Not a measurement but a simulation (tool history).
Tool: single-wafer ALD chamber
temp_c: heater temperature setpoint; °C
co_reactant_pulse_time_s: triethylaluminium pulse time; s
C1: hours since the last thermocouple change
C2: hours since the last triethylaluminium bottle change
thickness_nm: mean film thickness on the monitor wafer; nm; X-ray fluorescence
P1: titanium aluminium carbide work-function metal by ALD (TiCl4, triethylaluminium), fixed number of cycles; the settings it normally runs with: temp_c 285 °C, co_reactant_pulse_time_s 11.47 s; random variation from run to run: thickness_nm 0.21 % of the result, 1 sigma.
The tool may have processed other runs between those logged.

run 1 day=0.362 | temp_c=285 co_reactant_pulse_time_s=11.47 | C1=157.0 C2=670.4 | thickness_nm=1.8771
run 2 day=0.867 | temp_c=285 co_reactant_pulse_time_s=11.47 | C1=169.1 C2=682.5 | thickness_nm=1.8767
run 3 day=1.346 | temp_c=263 co_reactant_pulse_time_s=17.24 | C1=180.6 C2=694.0 | thickness_nm=1.7253
run 4 day=1.958 | temp_c=266 co_reactant_pulse_time_s=11.47 | C1=195.3 C2=708.7 | thickness_nm=1.7152
run 5 day=2.362 | temp_c=285 co_reactant_pulse_time_s=11.47 | C1=205.0 C2=718.4 | thickness_nm=1.8838
run 6 day=2.758 | temp_c=285 co_reactant_pulse_time_s=11.47 | C1=214.5 C2=727.9 | thickness_nm=1.8802
run 7 day=3.492 | temp_c=309 co_reactant_pulse_time_s=11.47 | C1=232.1 C2=745.5 | thickness_nm=2.0848
run 8 day=3.846 | temp_c=285 co_reactant_pulse_time_s=4.04 | C1=240.6 C2=754.0 | thickness_nm=1.4396
run 9 day=4.450 | temp_c=285 co_reactant_pulse_time_s=18.66 | C1=255.1 C2=768.5 | thickness_nm=1.9097
run 10 day=5.167 | temp_c=270 co_reactant_pulse_time_s=6.14 | C1=272.3 C2=785.7 | thickness_nm=1.5672
run 11 day=5.725 | temp_c=285 co_reactant_pulse_time_s=11.47 | C1=285.7 C2=799.1 | thickness_nm=1.8712
run 12 day=6.208 | temp_c=285 co_reactant_pulse_time_s=11.47 | C1=297.3 C2=810.7 | thickness_nm=1.8780
run 13 day=6.775 | temp_c=285 co_reactant_pulse_time_s=11.47 | C1=310.9 C2=824.3 | thickness_nm=1.8788
run 14 day=7.246 | temp_c=285 co_reactant_pulse_time_s=11.47 | C1=322.2 C2=835.6 | thickness_nm=1.8835
run 15 day=7.833 | temp_c=285 co_reactant_pulse_time_s=11.47 | C1=336.3 C2=849.7 | thickness_nm=1.8687
run 16 day=8.404 | temp_c=285 co_reactant_pulse_time_s=11.47 | C1=350.0 C2=863.4 | thickness_nm=1.8616
run 17 day=8.996 | temp_c=285 co_reactant_pulse_time_s=11.47 | C1=364.2 C2=877.6 | thickness_nm=1.8605
run 18 day=9.738 | temp_c=285 co_reactant_pulse_time_s=11.47 | C1=382.0 C2=895.4 | thickness_nm=1.8490
run 19 day=10.221 | temp_c=285 co_reactant_pulse_time_s=11.47 | C1=393.6 C2=907.0 | thickness_nm=1.8476
run 20 day=10.942 | temp_c=285 co_reactant_pulse_time_s=11.47 | C1=410.9 C2=924.3 | thickness_nm=1.8407
run 21 day=11.617 | temp_c=285 co_reactant_pulse_time_s=11.47 | C1=427.1 C2=940.5 | thickness_nm=1.8440
run 22 day=12.038 | temp_c=285 co_reactant_pulse_time_s=11.47 | C1=437.2 C2=950.6 | thickness_nm=1.8374
run 23 day=12.662 | temp_c=285 co_reactant_pulse_time_s=11.47 | C1=452.2 C2=965.6 | thickness_nm=1.8427
run 24 day=13.254 | temp_c=285 co_reactant_pulse_time_s=11.47 | C1=466.4 C2=979.8 | thickness_nm=1.8377

What P1 gives has crept away from where it was. These 2 causes fit the log equally well, each at the size given:
A: wafer temperature below the value expected at the setpoint (K) = 4.95
B: triethylaluminium dose below that of a fresh bottle (%) = 19.4
Creep in the process output first set in at about day 7.246.

Listed below are the offered check runs, one wafer per run, with question marks in place of results. For which of them would the causes give clearly different outcomes?
run check 1 day=13.846 | temp_c=296 co_reactant_pulse_time_s=6.66 | thickness_nm=?
run check 2 day=13.846 | temp_c=297 co_reactant_pulse_time_s=11.47 | thickness_nm=?
run check 3 day=13.846 | temp_c=308 co_reactant_pulse_time_s=11.47 | thickness_nm=?
run check 4 day=13.846 | temp_c=309 co_reactant_pulse_time_s=11.47 | thickness_nm=?

Predicted outcomes, by check and by cause:
check=check_1 result=thickness_nm if_A=1.7716 if_B=1.6973
check=check_2 result=thickness_nm if_A=1.9408 if_B=1.9391
check=check_3 result=thickness_nm if_A=2.0366 if_B=2.0332
check=check_4 result=thickness_nm if_A=2.0454 if_B=2.0418
Gap, in per cent, between the two causes that each check separates least, read from the result that separates them most: check 1 4.28 %; check 2 0.09 %; check 3 0.17 %; check 4 0.18 %
Check 1 distinguishes between the causes, while the remaining checks would return nearly the same result for all of them.

The results of check 1 are: thickness_nm 1.6971 nm. Based on these, which of the listed causes is it?

The cause is B: triethylaluminium dose below that of a fresh bottle (%).
